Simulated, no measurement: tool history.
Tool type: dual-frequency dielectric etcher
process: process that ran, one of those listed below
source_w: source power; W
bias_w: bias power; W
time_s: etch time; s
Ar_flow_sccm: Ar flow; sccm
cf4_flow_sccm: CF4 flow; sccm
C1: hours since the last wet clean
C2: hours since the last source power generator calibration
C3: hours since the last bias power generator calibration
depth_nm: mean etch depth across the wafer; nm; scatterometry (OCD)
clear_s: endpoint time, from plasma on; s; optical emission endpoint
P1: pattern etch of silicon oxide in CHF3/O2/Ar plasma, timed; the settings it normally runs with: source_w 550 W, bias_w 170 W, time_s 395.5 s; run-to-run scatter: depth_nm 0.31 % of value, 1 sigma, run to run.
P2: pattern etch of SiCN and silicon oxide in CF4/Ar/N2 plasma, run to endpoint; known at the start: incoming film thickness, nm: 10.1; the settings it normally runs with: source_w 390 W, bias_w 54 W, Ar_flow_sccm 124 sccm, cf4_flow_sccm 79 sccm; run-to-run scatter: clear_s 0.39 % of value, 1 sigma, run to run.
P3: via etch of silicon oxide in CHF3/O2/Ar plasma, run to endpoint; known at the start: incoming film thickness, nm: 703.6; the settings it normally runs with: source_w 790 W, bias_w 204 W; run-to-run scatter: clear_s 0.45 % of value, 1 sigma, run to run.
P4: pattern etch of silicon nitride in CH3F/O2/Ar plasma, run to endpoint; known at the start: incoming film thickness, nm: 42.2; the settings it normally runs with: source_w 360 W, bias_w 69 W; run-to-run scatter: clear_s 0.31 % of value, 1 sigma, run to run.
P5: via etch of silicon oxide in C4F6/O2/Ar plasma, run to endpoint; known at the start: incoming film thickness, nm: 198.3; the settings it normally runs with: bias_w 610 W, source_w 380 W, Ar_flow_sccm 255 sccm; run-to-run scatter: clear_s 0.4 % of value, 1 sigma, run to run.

run 1 hour=10.1 | process=P1 source_w=550 bias_w=170 time_s=395.5 | C1=87.7 C2=1655.2 C3=1297.3 | depth_nm=764.65
run 2 hour=21.2 | process=P5 source_w=380 bias_w=610 Ar_flow_sccm=255 | C1=98.8 C2=1666.3 C3=1308.4 | clear_s=39.917
run 3 hour=30.3 | process=P1 source_w=550 bias_w=170 time_s=533.5 | C1=107.9 C2=1675.4 C3=1317.5 | depth_nm=1026.7
run 4 hour=37.7 | process=P4 source_w=360 bias_w=49 | C1=115.3 C2=1682.8 C3=1324.9 | clear_s=71.529
run 5 hour=48.2 | process=P4 source_w=360 bias_w=69 | C1=125.8 C2=1693.3 C3=1335.4 | clear_s=63.818
run 6 hour=56.5 | process=P1 source_w=550 bias_w=170 time_s=395.5 | C1=134.1 C2=1701.6 C3=1343.7 | depth_nm=764.41
run 7 hour=68.5 | process=P1 source_w=550 bias_w=170 time_s=247.5 | C1=146.1 C2=1713.6 C3=1355.7 | depth_nm=477.7
run 8 hour=77.5 | process=P1 source_w=550 bias_w=206 time_s=395.5 | C1=155.1 C2=1722.6 C3=1364.7 | depth_nm=818.66
run 9 hour=89.5 | process=P2 source_w=390 bias_w=70 Ar_flow_sccm=124 cf4_flow_sccm=79 | C1=167.1 C2=1734.6 C3=1376.7 | clear_s=13.836
run 10 hour=99.7 | process=P3 source_w=790 bias_w=204 | C1=177.3 C2=1744.8 C3=1386.9 | clear_s=309.71
run 11 hour=108.3 | process=P3 source_w=790 bias_w=119 | C1=185.9 C2=1753.4 C3=1395.5 | clear_s=370.1
run 12 hour=115 | process=P1 source_w=550 bias_w=170 time_s=395.5 | C1=192.6 C2=1760.1 C3=1402.2 | depth_nm=763.25
run 13 hour=122.6 | process=P1 source_w=360 bias_w=229 time_s=395.5 | C1=200.2 C2=1767.7 C3=1409.8 | depth_nm=719.46
run 14 hour=131.4 | process=P3 source_w=500 bias_w=204 | C1=209 C2=1776.5 C3=1418.6 | clear_s=365.3
run 15 hour=141.9 | process=P2 source_w=390 bias_w=54 Ar_flow_sccm=124 cf4_flow_sccm=79 | C1=219.5 C2=1787 C3=1429.1 | clear_s=15.011
run 16 hour=151.6 | process=P3 source_w=790 bias_w=204 | C1=229.2 C2=1796.7 C3=1438.8 | clear_s=309.57
run 17 hour=159.6 | process=P1 source_w=550 bias_w=139 time_s=395.5 | C1=237.2 C2=1804.7 C3=1446.8 | depth_nm=716.28
run 18 hour=171.5 | process=P1 source_w=550 bias_w=170 time_s=395.5 | C1=249.1 C2=1816.6 C3=1458.7 | depth_nm=761.9
run 19 hour=181.1 | process=P1 source_w=550 bias_w=170 time_s=395.5 | C1=258.7 C2=1826.2 C3=1468.3 | depth_nm=762.7
run 20 hour=187.3 | process=P5 source_w=520 bias_w=610 Ar_flow_sccm=255 | C1=264.9 C2=1832.4 C3=1474.5 | clear_s=35.877
run 21 hour=198.7 | process=P5 source_w=380 bias_w=400 Ar_flow_sccm=255 | C1=276.3 C2=1843.8 C3=1485.9 | clear_s=46.843
run 22 hour=208.8 | process=P5 source_w=380 bias_w=610 Ar_flow_sccm=175 | C1=286.4 C2=1853.9 C3=1496 | clear_s=38.459
run 23 hour=215.8 | process=P2 source_w=390 bias_w=54 Ar_flow_sccm=124 cf4_flow_sccm=97 | C1=293.4 C2=1860.9 C3=1503 | clear_s=14.469
run 24 hour=223.5 | process=P2 source_w=280 bias_w=54 Ar_flow_sccm=124 cf4_flow_sccm=79 | C1=301.1 C2=1868.6 C3=1510.7 | clear_s=20.277
run 25 hour=230.2 | process=P1 source_w=450 bias_w=124 time_s=395.5 | C1=307.8 C2=1875.3 C3=1517.4 | depth_nm=637.57
run 26 hour=238.3 | process=P4 source_w=220 bias_w=69 | C1=315.9 C2=1883.4 C3=1525.5 | clear_s=77.345
run 27 hour=248 | process=P1 source_w=440 bias_w=170 time_s=395.5 | C1=325.6 C2=1893.1 C3=1535.2 | depth_nm=698.88
run 28 hour=255.5 | process=P5 source_w=380 bias_w=610 Ar_flow_sccm=255 | C1=333.1 C2=1900.6 C3=1542.7 | clear_s=39.933

Estimate the outcome of run 29 from the log above:
run 29 hour=265.3 | process=P1 source_w=680 bias_w=170 time_s=395.5 | C1=342.9 C2=1910.4 C3=1552.5 | depth_nm=?

For run 29 the tool returned depth_nm 824.94 nm.

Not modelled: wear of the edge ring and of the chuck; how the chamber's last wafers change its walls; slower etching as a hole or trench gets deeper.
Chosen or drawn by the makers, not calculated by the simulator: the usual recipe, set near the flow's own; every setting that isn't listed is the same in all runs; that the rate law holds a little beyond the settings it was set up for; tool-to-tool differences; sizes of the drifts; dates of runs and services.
